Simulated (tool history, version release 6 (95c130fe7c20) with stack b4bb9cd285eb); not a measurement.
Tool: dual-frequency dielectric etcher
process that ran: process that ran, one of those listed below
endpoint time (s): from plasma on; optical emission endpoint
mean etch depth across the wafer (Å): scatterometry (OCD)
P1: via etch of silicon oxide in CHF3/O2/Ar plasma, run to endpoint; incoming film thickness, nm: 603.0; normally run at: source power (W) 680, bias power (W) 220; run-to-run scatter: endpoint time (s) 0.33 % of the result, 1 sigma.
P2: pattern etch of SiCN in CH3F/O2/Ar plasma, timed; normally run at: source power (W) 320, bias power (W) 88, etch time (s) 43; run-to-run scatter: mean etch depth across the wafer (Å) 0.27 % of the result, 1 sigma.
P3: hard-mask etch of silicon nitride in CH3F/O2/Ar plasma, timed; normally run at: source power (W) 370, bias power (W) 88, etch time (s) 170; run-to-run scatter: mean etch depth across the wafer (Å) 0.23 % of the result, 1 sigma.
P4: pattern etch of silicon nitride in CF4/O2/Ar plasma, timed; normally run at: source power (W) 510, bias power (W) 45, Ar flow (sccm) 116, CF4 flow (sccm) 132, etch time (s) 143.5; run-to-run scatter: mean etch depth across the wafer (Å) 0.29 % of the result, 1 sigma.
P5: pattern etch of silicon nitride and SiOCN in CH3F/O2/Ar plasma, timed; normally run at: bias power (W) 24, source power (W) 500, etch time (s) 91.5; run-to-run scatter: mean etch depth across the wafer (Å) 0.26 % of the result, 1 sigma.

| run | hour | process that ran | source power (W) | bias power (W) | etch time (s) | Ar flow (sccm) | CF4 flow (sccm) | hours since the last wet clean | hours since the last source power generator calibration | hours since the last bias power generator calibration | endpoint time (s) | mean etch depth across the wafer (Å) |
|---|---|---|---|---|---|---|---|---|---|---|---|---|
| 1 | 8.4 | P1 | 680 | 220 |  |  |  | 98.2 | 396.4 | 1247.8 | 270.2 |  |
| 2 | 19.4 | P3 | 480 | 88 | 170 |  |  | 109.2 | 407.4 | 1258.8 |  | 1366 |
| 3 | 28.3 | P4 | 510 | 45 | 143.5 | 142 | 132 | 118.1 | 416.3 | 1267.7 |  | 2678.3 |
| 4 | 37.2 | P3 | 370 | 88 | 230 |  |  | 127 | 425.2 | 1276.6 |  | 1676.9 |
| 5 | 45.7 | P1 | 490 | 220 |  |  |  | 135.5 | 433.7 | 1285.1 | 307.2 |  |
| 6 | 55.2 | P4 | 510 | 28 | 143.5 | 116 | 132 | 145 | 443.2 | 1294.6 |  | 2324.1 |
| 7 | 65.9 | P2 | 320 | 88 | 29.5 |  |  | 155.7 | 453.9 | 1305.3 |  | 112.4 |
| 8 | 78.6 | P1 | 680 | 289 |  |  |  | 168.4 | 466.6 | 1318 | 245.84 |  |
| 9 | 92.2 | P1 | 680 | 220 |  |  |  | 182 | 480.2 | 1331.6 | 271.38 |  |
| 10 | 108 | P2 | 320 | 112 | 43 |  |  | 197.8 | 496 | 1347.4 |  | 178.8 |
| 11 | 120.1 | P1 | 680 | 220 |  |  |  | 209.9 | 508.1 | 1359.5 | 270.36 |  |
| 12 | 129.4 | P5 | 500 | 24 | 91.5 |  |  | 219.2 | 517.4 | 1368.8 |  | 138.4 |
| 13 | 137.7 | P4 | 510 | 45 | 143.5 | 116 | 132 | 227.5 | 525.7 | 1377.1 |  | 2746.6 |
| 14 | 152.4 | P4 | 510 | 45 | 143.5 | 116 | 132 | 242.2 | 540.4 | 1391.8 |  | 2738.5 |
| 15 | 168.2 | P1 | 680 | 220 |  |  |  | 258 | 556.2 | 1407.6 | 270.27 |  |
| 16 | 183.5 | P5 | 500 | 18 | 91.5 |  |  | 273.3 | 571.5 | 1422.9 |  | 122.38 |
| 17 | 196.2 | P2 | 320 | 88 | 43 |  |  | 286 | 584.2 | 1435.6 |  | 163.32 |
| 18 | 207.1 | P4 | 510 | 45 | 143.5 | 116 | 98 | 296.9 | 595.1 | 1446.5 |  | 2642.5 |
| 19 | 214.8 | P5 | 500 | 24 | 51.5 |  |  | 304.6 | 602.8 | 1454.2 |  | 77.687 |
| 20 | 230.1 | P4 | 510 | 45 | 86.5 | 116 | 132 | 319.9 | 618.1 | 1469.5 |  | 1660.1 |
| 21 | 237.3 | P5 | 350 | 24 | 91.5 |  |  | 327.1 | 625.3 | 1476.7 |  | 122.59 |
| 22 | 249.9 | P1 | 950 | 220 |  |  |  | 339.7 | 637.9 | 1489.3 | 239.29 |  |
| 23 | 258.7 | P1 | 680 | 155 |  |  |  | 348.5 | 646.7 | 1498.1 | 304.39 |  |
| 24 | 267.6 | P1 | 910 | 139 |  |  |  | 357.4 | 655.6 | 1507 | 280.41 |  |
| 25 | 275.9 | P3 | 370 | 63 | 170 |  |  | 365.7 | 663.9 | 1515.3 |  | 1100.7 |
| 26 | 291.7 | P2 | 410 | 88 | 43 |  |  | 381.5 | 679.7 | 1531.1 |  | 179.7 |
| 27 | 303.3 | P2 | 320 | 88 | 43 |  |  | 393.1 | 691.3 | 1542.7 |  | 163.57 |
| 28 | 317.4 | P1 | 680 | 220 |  |  |  | 407.2 | 705.4 | 1556.8 | 271.29 |  |
| 29 | 325.5 | P3 | 370 | 88 | 170 |  |  | 415.3 | 713.5 | 1564.9 |  | 1232 |
| 30 | 336.7 | P5 | 500 | 24 | 91.5 |  |  | 426.5 | 724.7 | 1576.1 |  | 138.43 |
| 31 | 349.1 | P3 | 370 | 88 | 170 |  |  | 438.9 | 737.1 | 1588.5 |  | 1234.9 |
| 32 | 365 | P1 | 680 | 220 |  |  |  | 454.8 | 753 | 1604.4 | 269.47 |  |
| 33 | 373.4 | P4 | 320 | 45 | 143.5 | 116 | 132 | 463.2 | 761.4 | 1612.8 |  | 1821.6 |
| 34 | 383.3 | P1 | 680 | 220 |  |  |  | 473.1 | 771.3 | 1622.7 | 270.95 |  |
| 35 | 390.8 | P1 | 680 | 220 |  |  |  | 480.6 | 778.8 | 1630.2 | 272.08 |  |
| 36 | 398.3 | P1 | 680 | 220 |  |  |  | 488.1 | 786.3 | 1637.7 | 272.63 |  |
| 37 | 406.4 | P1 | 680 | 220 |  |  |  | 496.2 | 794.4 | 1645.8 | 274.28 |  |
| 38 | 414.9 | P1 | 680 | 220 |  |  |  | 504.7 | 802.9 | 1654.3 | 274.18 |  |
|  | 428.1 | wet clean of the chamber |
| 39 | 428.8 | P1 | 680 | 220 |  |  |  | 0.8 | 816.8 | 1668.2 | 274.45 |  |
| 40 | 437.9 | P1 | 680 | 220 |  |  |  | 9.9 | 825.9 | 1677.3 | 274.44 |  |
| 41 | 446.9 | P1 | 680 | 220 |  |  |  | 18.9 | 834.9 | 1686.3 | 276.96 |  |

What P1 gives has crept away from where it was. These 2 causes fit the log equally well, each at the size given:
A: source power that arrives under what is set, % = 4.3
B: bias power that arrives under what is set, % = 4.71
The creep began at about hour 383.3.
Why every other cause is out:
chamber walls in a state that lowers the etch rate, %: serviced at hour 428.1, which brought nothing back

4 check runs are offered, one wafer each, their results left as question marks. Which one tells the causes apart?
| check 1 | 455.9 | P2 | 320 | 88 | 43 |  |  |  |  |  |  | ? |
| check 2 | 455.9 | P4 | 510 | 45 | 143.5 | 116 | 132 |  |  |  |  | ? |
| check 3 | 455.9 | P5 | 500 | 24 | 91.5 |  |  |  |  |  |  | ? |
| check 4 | 455.9 | P3 | 370 | 88 | 170 |  |  |  |  |  |  | ? |

What each check would give under each cause:
| check | result | if A | if B |
|---|---|---|---|
| check 1 | mean etch depth across the wafer (Å) | 161.16 | 160.88 |
| check 2 | mean etch depth across the wafer (Å) | 2636.7 | 2693.3 |
| check 3 | mean etch depth across the wafer (Å) | 136.4 | 135.56 |
| check 4 | mean etch depth across the wafer (Å) | 1216.4 | 1215.3 |
How far apart the two closest causes lie, in the result that separates them most: check 1 0.17 %; check 2 2.13 %; check 3 0.62 %; check 4 0.09 %
Only check 2 tells the causes apart: in the others they would give nearly the same result.

Check 2 was then run and gave: mean etch depth across the wafer (Å) 2692.9. Which cause is it?

It is B: bias power that arrives under what is set, %.
